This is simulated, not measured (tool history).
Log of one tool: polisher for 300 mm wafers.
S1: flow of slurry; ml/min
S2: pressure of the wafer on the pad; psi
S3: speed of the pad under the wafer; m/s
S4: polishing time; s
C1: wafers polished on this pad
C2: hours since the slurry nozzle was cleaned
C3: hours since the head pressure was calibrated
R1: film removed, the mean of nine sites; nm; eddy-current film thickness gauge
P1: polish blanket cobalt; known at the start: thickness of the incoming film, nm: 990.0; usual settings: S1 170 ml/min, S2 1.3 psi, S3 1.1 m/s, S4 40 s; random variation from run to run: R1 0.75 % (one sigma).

run 1 day=0.288 | S1=170 S2=1.3 S3=1.1 S4=40 | C1=583 C2=437.8 C3=92.2 | R1=121.93
run 2 day=0.625 | S1=170 S2=1.3 S3=0.5 S4=40 | C1=726 C2=445.9 C3=100.3 | R1=55.064
run 3 day=0.979 | S1=100 S2=1.3 S3=1.1 S4=40 | C1=875 C2=454.4 C3=108.8 | R1=109.99
run 4 day=1.296 | S1=170 S2=1.3 S3=1.1 S4=40 | C1=1009 C2=462 C3=116.4 | R1=121.97
run 5 day=1.654 | S1=170 S2=1.3 S3=1.1 S4=40 | C1=1160 C2=470.6 C3=125 | R1=122.13
run 6 day=1.917 | S1=170 S2=0.7 S3=1.1 S4=40 | C1=1270 C2=476.9 C3=131.3 | R1=65.3
run 7 day=2.238 | S1=170 S2=1.3 S3=1.1 S4=63 | C1=1406 C2=484.6 C3=139 | R1=189.52
run 8 day=2.571 | S1=170 S2=0.8 S3=1.1 S4=18 | C1=1546 C2=492.6 C3=147 | R1=33.667
run 9 day=2.892 | S1=170 S2=1.3 S3=1.1 S4=40 | C1=1681 C2=500.3 C3=154.7 | R1=120.49
run 10 day=3.229 | S1=170 S2=1.3 S3=1.6 S4=40 | C1=1824 C2=508.4 C3=162.8 | R1=177.26
run 11 day=3.617 | S1=170 S2=2.1 S3=1.1 S4=40 | C1=1987 C2=517.7 C3=172.1 | R1=193.63
run 12 day=3.988 | S1=170 S2=1.3 S3=1.1 S4=40 | C1=2143 C2=526.6 C3=181 | R1=121.61
run 13 day=4.238 | S1=265 S2=1.3 S3=0.7 S4=40 | C1=2249 C2=532.6 C3=187 | R1=82.363
run 14 day=4.583 | S1=170 S2=1.3 S3=1.1 S4=18 | C1=2394 C2=540.9 C3=195.3 | R1=54.909
-- day=4.896 head pressure recalibrated
run 15 day=4.904 | S1=170 S2=1.3 S3=1.1 S4=40 | C1=2530 C2=548.6 C3=0.2 | R1=123.41
run 16 day=5.246 | S1=235 S2=1.3 S3=1.1 S4=40 | C1=2674 C2=556.8 C3=8.4 | R1=127.25
run 17 day=5.508 | S1=170 S2=1.3 S3=1.1 S4=40 | C1=2784 C2=563.1 C3=14.7 | R1=122.56

Forecast run 18:
run 18 day=5.896 | S1=170 S2=1.3 S3=1.1 S4=40 | C1=2948 C2=572.4 C3=24 | R1=?

{"run 18": {"R1": 116.28}}
